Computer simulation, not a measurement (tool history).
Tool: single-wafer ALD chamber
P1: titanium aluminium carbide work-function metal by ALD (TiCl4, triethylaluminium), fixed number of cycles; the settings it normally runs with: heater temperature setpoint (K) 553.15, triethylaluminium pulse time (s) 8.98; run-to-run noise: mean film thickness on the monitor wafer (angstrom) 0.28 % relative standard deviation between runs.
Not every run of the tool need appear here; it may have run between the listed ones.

run	hour	heater temperature setpoint (K)	triethylaluminium pulse time (s)	hours since the last thermocouple change	hours since the last triethylaluminium bottle change	mean film thickness on the monitor wafer (angstrom)
1	6.9	553.15	8.98	160.8	1380.6	18.175
2	13.5	553.15	12.64	167.4	1387.2	18.692
3	20.2	528.15	8.98	174.1	1393.9	16.079
4	28.2	534.15	12.96	182.1	1401.9	17.182
5	35.3	553.15	8.98	189.2	1409	18.308
6	41.2	578.15	8.98	195.1	1414.9	20.277
7	50.7	553.15	8.98	204.6	1424.4	18.297
8	62.6	553.15	8.98	216.5	1436.3	18.166
9	69.9	536.15	4.07	223.8	1443.6	13.314
# hour 73.5: thermocouple changed; heater temperature recalibrated
10	79.8	553.15	3.03	6.4	1453.5	12.349
11	86.4	565.15	11.4	13	1460.1	19.792
12	94.1	553.15	8.98	20.7	1467.8	18.205
13	102	553.15	8.98	28.6	1475.7	18.169
14	113.9	553.15	8.98	40.5	1487.6	18.137
15	125.5	553.15	8.98	52.1	1499.2	18.041
16	133.8	553.15	8.98	60.4	1507.5	17.964
17	140.9	553.15	8.98	67.5	1514.6	18.009
18	147.1	553.15	8.98	73.7	1520.8	17.854
19	155.6	553.15	8.98	82.2	1529.3	17.879
20	166.9	553.15	8.98	93.5	1540.6	17.813
21	179.1	553.15	8.98	105.7	1552.8	17.726
22	188.5	553.15	8.98	115.1	1562.2	17.75
23	199.3	553.15	8.98	125.9	1573	17.774
24	207.9	553.15	8.98	134.5	1581.6	17.686
25	220.3	553.15	8.98	146.9	1594	17.743

P1 no longer gives what it gave before; its output has crept away from where it was. The following 2 causes, each at its listed size, fit the log equally well:
A: wafer temperature below the value expected at the setpoint (K) = 5.26
B: triethylaluminium dose below that of a fresh bottle (%) = 13.5
The process output started creeping at around hour 113.9.

Question marks stand in for the results of the 4 check runs listed below, each run on one wafer. Under which run would the listed causes show clearly different results?
check 1	232.7	534.15	8.98			?
check 2	232.7	573.15	8.98			?
check 3	232.7	574.15	8.98			?
check 4	232.7	553.15	4.68			?

Expected result of each check under each candidate cause:
check	result	if A	if B
check 1	mean film thickness on the monitor wafer (angstrom)	16.15	16.177
check 2	mean film thickness on the monitor wafer (angstrom)	19.438	19.403
check 3	mean film thickness on the monitor wafer (angstrom)	19.524	19.487
check 4	mean film thickness on the monitor wafer (angstrom)	14.875	14.325
Separation of the two closest causes in each check, using whichever result separates them best: check 1 0.17 %; check 2 0.18 %; check 3 0.19 %; check 4 3.77 %
Check 4 tells the causes apart: in the others they would give nearly the same result.

Running check 4 produced the following: mean film thickness on the monitor wafer (angstrom) 14.844. Which one of the listed causes fits?

Of the candidate causes, it is A: wafer temperature below the value expected at the setpoint (K).
